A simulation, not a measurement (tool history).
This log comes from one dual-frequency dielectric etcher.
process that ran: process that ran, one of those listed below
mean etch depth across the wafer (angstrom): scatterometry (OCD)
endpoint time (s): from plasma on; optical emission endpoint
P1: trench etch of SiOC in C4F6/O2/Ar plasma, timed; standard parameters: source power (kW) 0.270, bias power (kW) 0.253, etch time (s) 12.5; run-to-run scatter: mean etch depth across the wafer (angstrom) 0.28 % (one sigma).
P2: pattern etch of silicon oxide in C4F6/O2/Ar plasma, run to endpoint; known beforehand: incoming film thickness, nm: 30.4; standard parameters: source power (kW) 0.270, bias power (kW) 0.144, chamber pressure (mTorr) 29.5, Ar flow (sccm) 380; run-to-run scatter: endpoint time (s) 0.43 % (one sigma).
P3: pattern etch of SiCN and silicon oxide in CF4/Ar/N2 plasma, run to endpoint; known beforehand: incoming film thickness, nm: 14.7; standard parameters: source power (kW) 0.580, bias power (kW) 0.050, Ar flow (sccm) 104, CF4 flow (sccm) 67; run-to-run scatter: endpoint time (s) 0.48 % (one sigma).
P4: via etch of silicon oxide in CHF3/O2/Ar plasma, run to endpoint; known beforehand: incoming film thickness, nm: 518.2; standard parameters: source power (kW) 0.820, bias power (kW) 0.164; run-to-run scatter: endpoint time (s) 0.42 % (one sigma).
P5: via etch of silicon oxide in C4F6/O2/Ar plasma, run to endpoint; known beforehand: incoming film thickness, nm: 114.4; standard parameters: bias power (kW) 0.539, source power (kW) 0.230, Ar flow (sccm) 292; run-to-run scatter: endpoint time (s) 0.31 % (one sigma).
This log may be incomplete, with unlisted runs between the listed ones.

run	hour	process that ran	source power (kW)	bias power (kW)	etch time (s)	chamber pressure (mTorr)	Ar flow (sccm)	CF4 flow (sccm)	mean etch depth across the wafer (angstrom)	endpoint time (s)
1	7.7	P1	0.270	0.253	12.5				248.36	
2	16.6	P1	0.270	0.344	12.5				277.78	
3	21.7	P1	0.270	0.253	12.5				249.92	
4	28.8	P4	0.820	0.164						252.450
5	36.3	P1	0.270	0.161	9.5				162.23	
6	44.4	P1	0.270	0.253	12.5				248.65	
7	49.0	P1	0.270	0.253	12.5				248.64	
8	55.2	P2	0.270	0.144		36.5	380			12.947
9	61.0	P3	0.580	0.050			104	67		15.105
10	71.6	P1	0.270	0.253	7.5				149.24	
11	79.8	P2	0.270	0.144		29.5	380			12.732
12	85.6	P1	0.370	0.253	7.0				157.29	
13	94.5	P2	0.170	0.144		29.5	380			15.136
14	104.8	P3	0.580	0.050			71	67		14.293
15	113.4	P4	0.820	0.231						223.370
16	118.2	P3	0.580	0.030			104	67		17.570
17	124.0	P2	0.270	0.095		29.5	380			14.282
18	129.6	P2	0.270	0.144		29.5	229			11.991
19	138.7	P5	0.230	0.539			292			28.339
20	145.0	P3	0.580	0.050			104	53		15.842
21	152.0	P1	0.270	0.152	12.5				209.90	
22	159.8	P1	0.370	0.332	12.5				309.77	
23	164.8	P5	0.170	0.539			292			31.835
24	173.4	P5	0.230	0.539			398			29.560
25	179.6	P1	0.360	0.253	12.5				277.79	
26	189.9	P1	0.180	0.253	12.5				213.35	
27	200.4	P4	1.120	0.164						222.780
28	206.0	P1	0.270	0.253	12.5				249.21	
29	216.1	P5	0.230	0.423			292			31.248
30	224.1	P3	0.740	0.050			104	67		12.124
31	234.4	P1	0.270	0.253	19.0				379.93	
32	239.7	P1	0.270	0.253	12.5				249.22	
33	245.7	P3	0.580	0.050			104	67		14.961
34	254.8	P1	0.270	0.253	12.5				248.50	
35	264.6	P1	0.270	0.253	12.5				251.46	
36	269.2	P1	0.270	0.253	12.5				252.02	
# hour 278.2: wet clean of the chamber
37	279.5	P1	0.270	0.253	12.5				252.65	
38	285.6	P1	0.270	0.253	12.5				250.74	
39	294.6	P1	0.270	0.253	12.5				253.25	
40	304.3	P1	0.270	0.253	12.5				253.33	
41	310.4	P1	0.270	0.253	12.5				253.94	
42	318.8	P1	0.270	0.253	12.5				252.61	

P1 no longer gives what it gave before; its output has crept away from where it was. The following 2 causes, each at its listed size, fit the log equally well:
A: bias power that arrives over what is set, % = 4.08
B: source power that arrives over what is set, % = 3.74
The drift started at roughly hour 254.8.
All other causes, with the reason each is excluded:
chamber walls in a state that raises the etch rate, %: serviced after onset, at hour 278.2, with no recovery of the prior output

4 check runs are offered, each on 3 wafers whose results are averaged, their results left as question marks. Which one tells the causes apart?
check 1	327.2	P2	0.270	0.144		29.5	380			?
check 2	327.2	P4	0.820	0.164						?
check 3	327.2	P3	0.580	0.050			104	67		?
check 4	327.2	P5	0.230	0.539			292			?

What each check would give under each cause:
check	result	if A	if B
check 1	endpoint time (s)	12.508	12.484
check 2	endpoint time (s)	249.190	248.880
check 3	endpoint time (s)	14.980	14.677
check 4	endpoint time (s)	28.018	28.078
Minimum pairwise separation of causes per check, each pair taken at its best-separating result: check 1 0.19 %; check 2 0.13 %; check 3 2.05 %; check 4 0.22 %
Check 3 distinguishes between the causes, while the remaining checks would return nearly the same result for all of them.

Then check 3 was run and gave: endpoint time (s) 14.694. Which cause is it?

It is B: source power that arrives over what is set, %.
